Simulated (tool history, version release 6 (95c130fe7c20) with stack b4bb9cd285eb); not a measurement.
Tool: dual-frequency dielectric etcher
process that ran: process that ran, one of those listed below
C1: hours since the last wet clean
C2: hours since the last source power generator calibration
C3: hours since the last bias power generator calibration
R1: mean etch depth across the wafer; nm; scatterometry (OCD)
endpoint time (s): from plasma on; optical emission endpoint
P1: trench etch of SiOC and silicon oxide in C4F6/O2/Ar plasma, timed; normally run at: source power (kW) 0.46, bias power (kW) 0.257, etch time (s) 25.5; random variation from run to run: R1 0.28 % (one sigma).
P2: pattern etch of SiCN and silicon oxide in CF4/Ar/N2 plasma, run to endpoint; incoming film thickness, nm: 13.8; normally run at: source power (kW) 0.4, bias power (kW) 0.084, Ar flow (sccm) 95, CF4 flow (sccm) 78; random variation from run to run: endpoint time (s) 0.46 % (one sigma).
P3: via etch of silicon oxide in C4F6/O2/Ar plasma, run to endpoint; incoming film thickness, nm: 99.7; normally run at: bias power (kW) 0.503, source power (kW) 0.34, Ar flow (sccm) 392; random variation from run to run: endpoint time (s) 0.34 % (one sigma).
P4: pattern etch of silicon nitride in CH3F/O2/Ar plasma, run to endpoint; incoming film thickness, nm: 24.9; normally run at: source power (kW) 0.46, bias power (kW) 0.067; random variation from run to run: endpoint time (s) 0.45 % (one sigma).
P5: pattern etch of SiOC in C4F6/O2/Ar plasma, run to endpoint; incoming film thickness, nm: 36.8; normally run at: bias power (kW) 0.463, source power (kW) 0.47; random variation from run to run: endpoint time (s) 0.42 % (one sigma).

run 1 hour=4.8 | process_that_ran=P1 source_power_(kW)=0.46 bias_power_(kW)=0.257 etch_time_(s)=25.5 | C1=261.5 C2=1255.6 C3=1480.7 | R1=60.214
run 2 hour=7.7 | process_that_ran=P3 source_power_(kW)=0.34 bias_power_(kW)=0.503 Ar_flow_(sccm)=392 | C1=264.4 C2=1258.5 C3=1483.6 | endpoint_time_(s)=24.229
run 3 hour=13.9 | process_that_ran=P1 source_power_(kW)=0.65 bias_power_(kW)=0.257 etch_time_(s)=25.5 | C1=270.6 C2=1264.7 C3=1489.8 | R1=68.611
run 4 hour=18.1 | process_that_ran=P3 source_power_(kW)=0.34 bias_power_(kW)=0.327 Ar_flow_(sccm)=392 | C1=274.8 C2=1268.9 C3=1494 | endpoint_time_(s)=28.399
run 5 hour=22.7 | process_that_ran=P1 source_power_(kW)=0.46 bias_power_(kW)=0.257 etch_time_(s)=31.5 | C1=279.4 C2=1273.5 C3=1498.6 | R1=74.388
run 6 hour=28.5 | process_that_ran=P1 source_power_(kW)=0.31 bias_power_(kW)=0.257 etch_time_(s)=14 | C1=285.2 C2=1279.3 C3=1504.4 | R1=28.316
run 7 hour=33.7 | process_that_ran=P2 source_power_(kW)=0.4 bias_power_(kW)=0.084 Ar_flow_(sccm)=95 CF4_flow_(sccm)=78 | C1=290.4 C2=1284.5 C3=1509.6 | endpoint_time_(s)=15.793
run 8 hour=37.5 | process_that_ran=P3 source_power_(kW)=0.34 bias_power_(kW)=0.503 Ar_flow_(sccm)=481 | C1=294.2 C2=1288.3 C3=1513.4 | endpoint_time_(s)=24.832
run 9 hour=43.4 | process_that_ran=P1 source_power_(kW)=0.46 bias_power_(kW)=0.193 etch_time_(s)=25.5 | C1=300.1 C2=1294.2 C3=1519.3 | R1=54.693
run 10 hour=47.7 | process_that_ran=P5 source_power_(kW)=0.47 bias_power_(kW)=0.321 | C1=304.4 C2=1298.5 C3=1523.6 | endpoint_time_(s)=13.456
run 11 hour=50.4 | process_that_ran=P1 source_power_(kW)=0.46 bias_power_(kW)=0.257 etch_time_(s)=25.5 | C1=307.1 C2=1301.2 C3=1526.3 | R1=60.154
run 12 hour=55.7 | process_that_ran=P4 source_power_(kW)=0.46 bias_power_(kW)=0.085 | C1=312.4 C2=1306.5 C3=1531.6 | endpoint_time_(s)=33.025
run 13 hour=61.7 | process_that_ran=P1 source_power_(kW)=0.46 bias_power_(kW)=0.356 etch_time_(s)=25.5 | C1=318.4 C2=1312.5 C3=1537.6 | R1=67.053
run 14 hour=64.7 | process_that_ran=P4 source_power_(kW)=0.46 bias_power_(kW)=0.067 | C1=321.4 C2=1315.5 C3=1540.6 | endpoint_time_(s)=36.242
run 15 hour=70.3 | process_that_ran=P5 source_power_(kW)=0.47 bias_power_(kW)=0.463 | C1=327 C2=1321.1 C3=1546.2 | endpoint_time_(s)=11.796
run 16 hour=74.5 | process_that_ran=P4 source_power_(kW)=0.3 bias_power_(kW)=0.067 | C1=331.2 C2=1325.3 C3=1550.4 | endpoint_time_(s)=42.548
run 17 hour=79.8 | process_that_ran=P5 source_power_(kW)=0.27 bias_power_(kW)=0.463 | C1=336.5 C2=1330.6 C3=1555.7 | endpoint_time_(s)=14.516
run 18 hour=85.6 | process_that_ran=P1 source_power_(kW)=0.46 bias_power_(kW)=0.257 etch_time_(s)=25.5 | C1=342.3 C2=1336.4 C3=1561.5 | R1=59.942
run 19 hour=91.2 | process_that_ran=P1 source_power_(kW)=0.46 bias_power_(kW)=0.257 etch_time_(s)=25.5 | C1=347.9 C2=1342 C3=1567.1 | R1=60.119
run 20 hour=96.1 | process_that_ran=P1 source_power_(kW)=0.28 bias_power_(kW)=0.257 etch_time_(s)=25.5 | C1=352.8 C2=1346.9 C3=1572 | R1=49.903
run 21 hour=101.6 | process_that_ran=P1 source_power_(kW)=0.46 bias_power_(kW)=0.257 etch_time_(s)=15 | C1=358.3 C2=1352.4 C3=1577.5 | R1=35.364
run 22 hour=107.6 | process_that_ran=P1 source_power_(kW)=0.46 bias_power_(kW)=0.257 etch_time_(s)=25.5 | C1=364.3 C2=1358.4 C3=1583.5 | R1=59.88
run 23 hour=113 | process_that_ran=P2 source_power_(kW)=0.4 bias_power_(kW)=0.105 Ar_flow_(sccm)=95 CF4_flow_(sccm)=78 | C1=369.7 C2=1363.8 C3=1588.9 | endpoint_time_(s)=14.73
run 24 hour=116.9 | process_that_ran=P3 source_power_(kW)=0.41 bias_power_(kW)=0.503 Ar_flow_(sccm)=392 | C1=373.6 C2=1367.7 C3=1592.8 | endpoint_time_(s)=22.733
-- hour=118.3 wet clean of the chamber
run 25 hour=120.8 | process_that_ran=P1 source_power_(kW)=0.46 bias_power_(kW)=0.257 etch_time_(s)=25.5 | C1=2.5 C2=1371.6 C3=1596.7 | R1=60.344
run 26 hour=123.9 | process_that_ran=P2 source_power_(kW)=0.55 bias_power_(kW)=0.084 Ar_flow_(sccm)=95 CF4_flow_(sccm)=78 | C1=5.6 C2=1374.7 C3=1599.8 | endpoint_time_(s)=12.007
run 27 hour=126.7 | process_that_ran=P1 source_power_(kW)=0.36 bias_power_(kW)=0.257 etch_time_(s)=35 | C1=8.4 C2=1377.5 C3=1602.6 | R1=75.165
run 28 hour=132.7 | process_that_ran=P2 source_power_(kW)=0.4 bias_power_(kW)=0.084 Ar_flow_(sccm)=68 CF4_flow_(sccm)=78 | C1=14.4 C2=1383.5 C3=1608.6 | endpoint_time_(s)=15.241
run 29 hour=135.5 | process_that_ran=P2 source_power_(kW)=0.4 bias_power_(kW)=0.084 Ar_flow_(sccm)=95 CF4_flow_(sccm)=94 | C1=17.2 C2=1386.3 C3=1611.4 | endpoint_time_(s)=15.394
run 30 hour=139.9 | process_that_ran=P1 source_power_(kW)=0.46 bias_power_(kW)=0.257 etch_time_(s)=25.5 | C1=21.6 C2=1390.7 C3=1615.8 | R1=60.096
run 31 hour=145.5 | process_that_ran=P1 source_power_(kW)=0.46 bias_power_(kW)=0.257 etch_time_(s)=25.5 | C1=27.2 C2=1396.3 C3=1621.4 | R1=59.435
run 32 hour=149.3 | process_that_ran=P1 source_power_(kW)=0.46 bias_power_(kW)=0.257 etch_time_(s)=25.5 | C1=31 C2=1400.1 C3=1625.2 | R1=59.447
-- hour=152.5 wet clean of the chamber
run 33 hour=152.7 | process_that_ran=P1 source_power_(kW)=0.46 bias_power_(kW)=0.257 etch_time_(s)=25.5 | C1=0.3 C2=1403.5 C3=1628.6 | R1=59.426
run 34 hour=158.6 | process_that_ran=P1 source_power_(kW)=0.46 bias_power_(kW)=0.257 etch_time_(s)=25.5 | C1=6.2 C2=1409.4 C3=1634.5 | R1=59.405
run 35 hour=161.4 | process_that_ran=P1 source_power_(kW)=0.46 bias_power_(kW)=0.257 etch_time_(s)=25.5 | C1=9 C2=1412.2 C3=1637.3 | R1=58.983
run 36 hour=165.1 | process_that_ran=P1 source_power_(kW)=0.46 bias_power_(kW)=0.257 etch_time_(s)=25.5 | C1=12.7 C2=1415.9 C3=1641 | R1=58.968

What P1 gives has crept away from where it was. These 2 causes fit the log equally well, each at the size given:
A: source power that arrives under what is set, % = 4.19
B: bias power that arrives under what is set, % = 4.76
The creep began at about hour 139.9.
Why every other cause is out:
chamber walls in a state that lowers the etch rate, %: serviced at hour 152.5, which brought nothing back

4 check runs are offered, each on 3 wafers whose results are averaged, their results left as question marks. Which one tells the causes apart?
run check 1 hour=168.8 | process_that_ran=P4 source_power_(kW)=0.32 bias_power_(kW)=0.078 | endpoint_time_(s)=?
run check 2 hour=168.8 | process_that_ran=P2 source_power_(kW)=0.5 bias_power_(kW)=0.105 Ar_flow_(sccm)=95 CF4_flow_(sccm)=78 | endpoint_time_(s)=?
run check 3 hour=168.8 | process_that_ran=P5 source_power_(kW)=0.28 bias_power_(kW)=0.362 | endpoint_time_(s)=?
run check 4 hour=168.8 | process_that_ran=P3 source_power_(kW)=0.34 bias_power_(kW)=0.341 Ar_flow_(sccm)=392 | endpoint_time_(s)=?

What each check would give under each cause:
check=check_1 result=endpoint_time_(s) if_A=39.823 if_B=39.868
check=check_2 result=endpoint_time_(s) if_A=12.565 if_B=12.311
check=check_3 result=endpoint_time_(s) if_A=15.931 if_B=15.958
check=check_4 result=endpoint_time_(s) if_A=28.431 if_B=28.467
How far apart the two closest causes lie, in the result that separates them most: check 1 0.11 %; check 2 2.04 %; check 3 0.17 %; check 4 0.13 %
Check 2 tells the causes apart: in the others they would give nearly the same result.

Then check 2 was run and gave: endpoint time (s) 12.314. Which cause is it?

It is B: bias power that arrives under what is set, %.
